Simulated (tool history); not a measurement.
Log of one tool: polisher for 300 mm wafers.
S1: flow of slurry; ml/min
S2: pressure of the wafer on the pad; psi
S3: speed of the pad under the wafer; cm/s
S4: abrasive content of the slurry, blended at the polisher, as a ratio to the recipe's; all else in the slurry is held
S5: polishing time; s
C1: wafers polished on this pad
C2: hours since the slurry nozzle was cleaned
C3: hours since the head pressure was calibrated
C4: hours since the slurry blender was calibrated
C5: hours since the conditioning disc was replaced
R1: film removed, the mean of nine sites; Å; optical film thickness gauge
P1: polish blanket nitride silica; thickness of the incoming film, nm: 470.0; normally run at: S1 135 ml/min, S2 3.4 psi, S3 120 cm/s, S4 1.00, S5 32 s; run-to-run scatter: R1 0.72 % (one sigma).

| run | hour | S1 | S2 | S3 | S4 | S5 | C1 | C2 | C3 | C4 | C5 | R1 |
|---|---|---|---|---|---|---|---|---|---|---|---|---|
| 1 | 8.1 | 135 | 3.4 | 120 | 1.00 | 32 | 404 | 323.7 | 338.3 | 142.1 | 210.4 | 274.04 |
| 2 | 14.6 | 135 | 3.4 | 120 | 1.00 | 14 | 481 | 330.2 | 344.8 | 148.6 | 216.9 | 119.05 |
| 3 | 20.8 | 200 | 3.4 | 120 | 1.00 | 32 | 555 | 336.4 | 351.0 | 154.8 | 223.1 | 288.98 |
| 4 | 28.9 | 135 | 3.4 | 120 | 1.00 | 32 | 651 | 344.5 | 359.1 | 162.9 | 231.2 | 275.96 |
| 5 | 34.4 | 135 | 3.4 | 120 | 1.00 | 45 | 717 | 350.0 | 364.6 | 168.4 | 236.7 | 380.58 |
| 6 | 44.9 | 135 | 5.4 | 120 | 1.00 | 32 | 841 | 360.5 | 375.1 | 178.9 | 247.2 | 434.49 |
| 7 | 50.6 | 135 | 3.4 | 166 | 1.00 | 32 | 909 | 366.2 | 380.8 | 184.6 | 252.9 | 355.69 |
| 8 | 57.6 | 135 | 3.4 | 82 | 1.00 | 32 | 992 | 373.2 | 387.8 | 191.6 | 259.9 | 199.62 |
| 9 | 69.7 | 135 | 3.4 | 120 | 1.25 | 32 | 1136 | 385.3 | 399.9 | 203.7 | 272.0 | 303.55 |
| 10 | 76.4 | 80 | 3.4 | 120 | 1.00 | 32 | 1215 | 392.0 | 406.6 | 210.4 | 278.7 | 238.85 |
| 11 | 84.0 | 135 | 3.4 | 120 | 0.70 | 32 | 1306 | 399.6 | 414.2 | 218.0 | 286.3 | 228.42 |
| 12 | 95.6 | 170 | 2.3 | 120 | 1.00 | 32 | 1443 | 411.2 | 425.8 | 229.6 | 297.9 | 191.64 |
| 13 | 104.4 | 135 | 3.4 | 120 | 1.00 | 32 | 1548 | 420.0 | 434.6 | 238.4 | 306.7 | 273.76 |
| 14 | 113.3 | 135 | 3.4 | 120 | 1.00 | 32 | 1654 | 428.9 | 443.5 | 247.3 | 315.6 | 274.65 |
| 15 | 119.3 | 135 | 1.5 | 120 | 1.00 | 32 | 1725 | 434.9 | 449.5 | 253.3 | 321.6 | 120.70 |
| 16 | 126.3 | 135 | 3.4 | 120 | 1.00 | 32 | 1808 | 441.9 | 456.5 | 260.3 | 328.6 | 274.47 |
| 17 | 132.7 | 135 | 3.4 | 120 | 1.00 | 32 | 1884 | 448.3 | 462.9 | 266.7 | 335.0 | 264.32 |
| 18 | 143.6 | 135 | 3.4 | 120 | 1.00 | 32 | 2014 | 459.2 | 473.8 | 277.6 | 345.9 | 249.05 |
| 19 | 154.1 | 135 | 3.4 | 120 | 1.00 | 32 | 2138 | 469.7 | 484.3 | 288.1 | 356.4 | 246.43 |
| 20 | 160.9 | 135 | 3.4 | 120 | 1.00 | 32 | 2219 | 476.5 | 491.1 | 294.9 | 363.2 | 243.78 |
|  | 164.7 | conditioning disc replaced and pad reconditioned |
|  | 166.2 | head pressure recalibrated |
|  | 169.2 | slurry nozzle cleaned |
| 21 | 170.9 | 135 | 3.4 | 120 | 1.00 | 32 | 2338 | 1.7 | 4.8 | 304.9 | 6.3 | 242.69 |
| 22 | 178.7 | 135 | 3.4 | 120 | 1.00 | 32 | 2430 | 9.5 | 12.6 | 312.7 | 14.1 | 237.31 |
| 23 | 190.2 | 135 | 3.4 | 120 | 1.00 | 32 | 2567 | 21.0 | 24.1 | 324.2 | 25.6 | 238.30 |
| 24 | 197.9 | 135 | 3.4 | 120 | 1.00 | 32 | 2659 | 28.7 | 31.8 | 331.9 | 33.3 | 237.57 |

What P1 gives has crept away from where it was. These 2 causes fit the log equally well, each at the size given:
A: abrasive missing from the slurry, % = 24.5
B: removal rate lost through wear of the pad, % = 12.9
The creep began at about hour 126.3.
Why every other cause is out:
slurry flow missing at the pad, %: serviced at hour 169.2, which brought nothing back
head's pressure below its setpoint, %: serviced at hour 166.2, which brought nothing back
time polished since the conditioner stopped cutting, s: serviced at hour 164.7, which brought nothing back

4 check runs are offered, each on 5 wafers whose results are averaged, their results left as question marks. Which one tells the causes apart?
| check 1 | 205.6 | 135 | 2.1 | 120 | 1.00 | 16 |  |  |  |  |  | ? |
| check 2 | 205.6 | 190 | 3.4 | 120 | 1.00 | 32 |  |  |  |  |  | ? |
| check 3 | 205.6 | 135 | 5.3 | 120 | 1.00 | 32 |  |  |  |  |  | ? |
| check 4 | 205.6 | 135 | 4.2 | 120 | 0.70 | 32 |  |  |  |  |  | ? |

What each check would give under each cause:
| check | result | if A | if B |
|---|---|---|---|
| check 1 | R1 | 73.642 | 73.603 |
| check 2 | R1 | 252.100 | 251.970 |
| check 3 | R1 | 371.720 | 371.520 |
| check 4 | R1 | 240.490 | 246.410 |
How far apart the two closest causes lie, in the result that separates them most: check 1 0.05 %; check 2 0.05 %; check 3 0.05 %; check 4 2.43 %
Only check 4 tells the causes apart: in the others they would give nearly the same result.

Check 4 was then run and gave: R1 247.960 Å. Which cause is it?

It is B: removal rate lost through wear of the pad, %.

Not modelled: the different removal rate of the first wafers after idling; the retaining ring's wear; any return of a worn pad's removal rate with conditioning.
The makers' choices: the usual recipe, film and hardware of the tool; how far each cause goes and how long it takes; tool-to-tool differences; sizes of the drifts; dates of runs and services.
